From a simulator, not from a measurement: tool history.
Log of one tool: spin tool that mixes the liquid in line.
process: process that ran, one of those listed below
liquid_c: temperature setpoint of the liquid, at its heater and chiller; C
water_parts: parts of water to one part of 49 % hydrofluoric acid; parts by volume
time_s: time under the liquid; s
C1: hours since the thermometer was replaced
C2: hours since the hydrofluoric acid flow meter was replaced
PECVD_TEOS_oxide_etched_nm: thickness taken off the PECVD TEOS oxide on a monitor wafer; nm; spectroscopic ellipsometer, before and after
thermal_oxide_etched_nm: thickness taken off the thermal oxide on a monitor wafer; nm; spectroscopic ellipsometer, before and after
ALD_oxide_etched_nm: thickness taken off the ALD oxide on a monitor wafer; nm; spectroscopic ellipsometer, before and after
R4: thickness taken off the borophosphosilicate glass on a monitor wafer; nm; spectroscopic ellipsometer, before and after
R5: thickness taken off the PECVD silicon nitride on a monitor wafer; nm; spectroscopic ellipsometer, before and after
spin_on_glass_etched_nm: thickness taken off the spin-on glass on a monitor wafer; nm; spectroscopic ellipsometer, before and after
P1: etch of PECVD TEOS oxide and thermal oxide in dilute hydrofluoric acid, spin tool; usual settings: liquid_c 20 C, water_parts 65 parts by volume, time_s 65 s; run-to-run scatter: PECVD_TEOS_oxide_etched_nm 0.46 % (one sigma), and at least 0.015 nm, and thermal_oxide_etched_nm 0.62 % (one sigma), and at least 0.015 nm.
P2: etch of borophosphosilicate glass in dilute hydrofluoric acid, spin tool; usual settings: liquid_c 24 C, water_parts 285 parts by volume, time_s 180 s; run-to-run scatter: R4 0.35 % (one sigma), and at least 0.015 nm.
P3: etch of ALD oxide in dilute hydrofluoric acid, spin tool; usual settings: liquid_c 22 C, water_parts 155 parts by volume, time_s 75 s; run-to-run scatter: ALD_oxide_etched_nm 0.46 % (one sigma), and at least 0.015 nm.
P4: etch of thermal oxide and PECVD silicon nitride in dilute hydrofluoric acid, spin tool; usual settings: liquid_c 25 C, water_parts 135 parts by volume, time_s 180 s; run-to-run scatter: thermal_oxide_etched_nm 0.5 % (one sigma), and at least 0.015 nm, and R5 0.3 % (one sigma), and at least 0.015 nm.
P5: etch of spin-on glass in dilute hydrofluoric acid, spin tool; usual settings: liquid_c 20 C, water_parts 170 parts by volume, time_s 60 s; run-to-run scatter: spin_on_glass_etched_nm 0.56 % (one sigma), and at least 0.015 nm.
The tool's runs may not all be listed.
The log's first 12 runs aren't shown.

run 13 hour=88.9 | process=P5 liquid_c=20 water_parts=55 time_s=60 | C1=2027.9 C2=1266.6 | spin_on_glass_etched_nm=35.201
run 14 hour=94.3 | process=P4 liquid_c=25 water_parts=20 time_s=180 | C1=2033.3 C2=1272 | thermal_oxide_etched_nm=49.946 R5=53.14
run 15 hour=102.3 | process=P4 liquid_c=25 water_parts=135 time_s=50 | C1=2041.3 C2=1280 | thermal_oxide_etched_nm=1.7653 R5=2.2618
run 16 hour=108.2 | process=P2 liquid_c=24 water_parts=285 time_s=180 | C1=2047.2 C2=1285.9 | R4=18.359
run 17 hour=117.1 | process=P1 liquid_c=20 water_parts=65 time_s=15 | C1=2056.1 C2=1294.8 | PECVD_TEOS_oxide_etched_nm=4.6777 thermal_oxide_etched_nm=1.0013
run 18 hour=123.6 | process=P1 liquid_c=17 water_parts=100 time_s=65 | C1=2062.6 C2=1301.3 | PECVD_TEOS_oxide_etched_nm=11.134 thermal_oxide_etched_nm=2.4264
run 19 hour=132.9 | process=P2 liquid_c=17 water_parts=285 time_s=180 | C1=2071.9 C2=1310.6 | R4=14.35
run 20 hour=137.3 | process=P1 liquid_c=20 water_parts=40 time_s=65 | C1=2076.3 C2=1315 | PECVD_TEOS_oxide_etched_nm=33.801 thermal_oxide_etched_nm=7.3738
run 21 hour=144.6 | process=P3 liquid_c=22 water_parts=155 time_s=25 | C1=2083.6 C2=1322.3 | ALD_oxide_etched_nm=3.9036
run 22 hour=149.8 | process=P3 liquid_c=30.5 water_parts=155 time_s=75 | C1=2088.8 C2=1327.5 | ALD_oxide_etched_nm=16.143
run 23 hour=155.3 | process=P5 liquid_c=28 water_parts=170 time_s=60 | C1=2094.3 C2=1333 | spin_on_glass_etched_nm=13.405
run 24 hour=162.1 | process=P5 liquid_c=20 water_parts=170 time_s=105 | C1=2101.1 C2=1339.8 | spin_on_glass_etched_nm=17.446
run 25 hour=167.3 | process=P4 liquid_c=33 water_parts=135 time_s=180 | C1=2106.3 C2=1345 | thermal_oxide_etched_nm=8.5585 R5=13.518

Forecast run 26:
run 26 hour=176.5 | process=P1 liquid_c=20 water_parts=65 time_s=65 | C1=2115.5 C2=1354.2 | PECVD_TEOS_oxide_etched_nm=? thermal_oxide_etched_nm=?

{"run 26": {"PECVD_TEOS_oxide_etched_nm": 20.252, "thermal_oxide_etched_nm": 4.4344}}
